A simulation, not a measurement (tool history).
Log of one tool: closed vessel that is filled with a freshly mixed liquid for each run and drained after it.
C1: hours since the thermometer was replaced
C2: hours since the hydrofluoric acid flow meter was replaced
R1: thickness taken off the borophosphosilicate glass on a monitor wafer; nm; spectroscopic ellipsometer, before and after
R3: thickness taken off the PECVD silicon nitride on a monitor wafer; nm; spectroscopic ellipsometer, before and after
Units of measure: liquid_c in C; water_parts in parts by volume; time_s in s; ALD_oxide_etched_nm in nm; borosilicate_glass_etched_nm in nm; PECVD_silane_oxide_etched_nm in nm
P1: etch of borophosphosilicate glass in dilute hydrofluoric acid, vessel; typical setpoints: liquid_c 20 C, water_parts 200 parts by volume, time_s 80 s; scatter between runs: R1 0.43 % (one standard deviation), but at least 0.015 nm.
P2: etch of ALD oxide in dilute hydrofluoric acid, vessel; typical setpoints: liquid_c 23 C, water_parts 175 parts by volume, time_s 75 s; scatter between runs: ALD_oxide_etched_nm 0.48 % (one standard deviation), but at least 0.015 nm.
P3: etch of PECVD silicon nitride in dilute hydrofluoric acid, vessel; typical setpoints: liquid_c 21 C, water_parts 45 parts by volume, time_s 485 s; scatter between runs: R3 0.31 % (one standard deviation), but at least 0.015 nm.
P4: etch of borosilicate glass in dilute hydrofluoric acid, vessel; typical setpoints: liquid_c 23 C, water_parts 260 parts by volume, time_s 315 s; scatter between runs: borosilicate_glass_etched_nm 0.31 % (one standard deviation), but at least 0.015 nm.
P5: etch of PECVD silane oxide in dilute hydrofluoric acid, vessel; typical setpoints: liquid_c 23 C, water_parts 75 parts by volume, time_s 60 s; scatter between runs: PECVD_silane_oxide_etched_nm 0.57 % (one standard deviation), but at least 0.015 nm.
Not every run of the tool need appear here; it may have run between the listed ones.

run 1 hour=8.4 | process=P1 liquid_c=20 water_parts=200 time_s=80 | C1=719.7 C2=1853.9 | R1=10.129
run 2 hour=18.6 | process=P1 liquid_c=20 water_parts=280 time_s=80 | C1=729.9 C2=1864.1 | R1=6.749
run 3 hour=29.2 | process=P1 liquid_c=20 water_parts=200 time_s=80 | C1=740.5 C2=1874.7 | R1=10.138
run 4 hour=34.6 | process=P2 liquid_c=23 water_parts=175 time_s=130 | C1=745.9 C2=1880.1 | ALD_oxide_etched_nm=16.288
run 5 hour=42.5 | process=P3 liquid_c=21 water_parts=25 time_s=485 | C1=753.8 C2=1888 | R3=26.18
run 6 hour=50.9 | process=P4 liquid_c=23 water_parts=260 time_s=315 | C1=762.2 C2=1896.4 | borosilicate_glass_etched_nm=29.284
run 7 hour=57 | process=P5 liquid_c=23 water_parts=75 time_s=30 | C1=768.3 C2=1902.5 | PECVD_silane_oxide_etched_nm=14.379
run 8 hour=64 | process=P1 liquid_c=20 water_parts=200 time_s=150 | C1=775.3 C2=1909.5 | R1=19.091
run 9 hour=73.9 | process=P2 liquid_c=23 water_parts=175 time_s=75 | C1=785.2 C2=1919.4 | ALD_oxide_etched_nm=9.3103
run 10 hour=82.2 | process=P1 liquid_c=17 water_parts=200 time_s=130 | C1=793.5 C2=1927.7 | R1=14.61
run 11 hour=90.8 | process=P2 liquid_c=23 water_parts=175 time_s=75 | C1=802.1 C2=1936.3 | ALD_oxide_etched_nm=9.2871
-- hour=93.5 hydrofluoric acid flow meter replaced
run 12 hour=101 | process=P5 liquid_c=27.5 water_parts=75 time_s=60 | C1=812.3 C2=7.5 | PECVD_silane_oxide_etched_nm=34.708
run 13 hour=108.6 | process=P3 liquid_c=21 water_parts=45 time_s=485 | C1=819.9 C2=15.1 | R3=14.768
run 14 hour=117 | process=P1 liquid_c=20 water_parts=200 time_s=80 | C1=828.3 C2=23.5 | R1=10.178
run 15 hour=127.4 | process=P1 liquid_c=20 water_parts=200 time_s=40 | C1=838.7 C2=33.9 | R1=5.0938
run 16 hour=132.6 | process=P2 liquid_c=19 water_parts=175 time_s=75 | C1=843.9 C2=39.1 | ALD_oxide_etched_nm=8.0039
run 17 hour=143.6 | process=P1 liquid_c=20 water_parts=200 time_s=80 | C1=854.9 C2=50.1 | R1=10.153
run 18 hour=154.2 | process=P4 liquid_c=23 water_parts=130 time_s=315 | C1=865.5 C2=60.7 | borosilicate_glass_etched_nm=67.623
run 19 hour=161.8 | process=P1 liquid_c=20 water_parts=40 time_s=80 | C1=873.1 C2=68.3 | R1=60.094
run 20 hour=170.7 | process=P1 liquid_c=20 water_parts=200 time_s=80 | C1=882 C2=77.2 | R1=10.18
run 21 hour=181.3 | process=P2 liquid_c=23 water_parts=295 time_s=75 | C1=892.6 C2=87.8 | ALD_oxide_etched_nm=4.9243
run 22 hour=192.1 | process=P5 liquid_c=23 water_parts=75 time_s=60 | C1=903.4 C2=98.6 | PECVD_silane_oxide_etched_nm=28.819
run 23 hour=197.5 | process=P3 liquid_c=21 water_parts=45 time_s=885 | C1=908.8 C2=104 | R3=26.886
run 24 hour=206.9 | process=P1 liquid_c=26.5 water_parts=200 time_s=155 | C1=918.2 C2=113.4 | R1=24.925
run 25 hour=212.9 | process=P4 liquid_c=23 water_parts=260 time_s=315 | C1=924.2 C2=119.4 | borosilicate_glass_etched_nm=29.233
run 26 hour=218.7 | process=P1 liquid_c=26.5 water_parts=200 time_s=80 | C1=930 C2=125.2 | R1=12.885
run 27 hour=226.4 | process=P3 liquid_c=17 water_parts=45 time_s=485 | C1=937.7 C2=132.9 | R3=11.139
run 28 hour=234.4 | process=P1 liquid_c=17 water_parts=200 time_s=80 | C1=945.7 C2=140.9 | R1=8.9913
run 29 hour=241.2 | process=P4 liquid_c=23 water_parts=260 time_s=470 | C1=952.5 C2=147.7 | borosilicate_glass_etched_nm=43.881
run 30 hour=248.3 | process=P4 liquid_c=27.5 water_parts=260 time_s=315 | C1=959.6 C2=154.8 | borosilicate_glass_etched_nm=34.437
run 31 hour=255.5 | process=P5 liquid_c=23 water_parts=45 time_s=60 | C1=966.8 C2=162 | PECVD_silane_oxide_etched_nm=49.961

Run 32 comes next. What will it give?
run 32 hour=260.3 | process=P1 liquid_c=17 water_parts=350 time_s=80 | C1=971.6 C2=166.8 | R1=?

Run 32 gave R1 4.4925 nm.
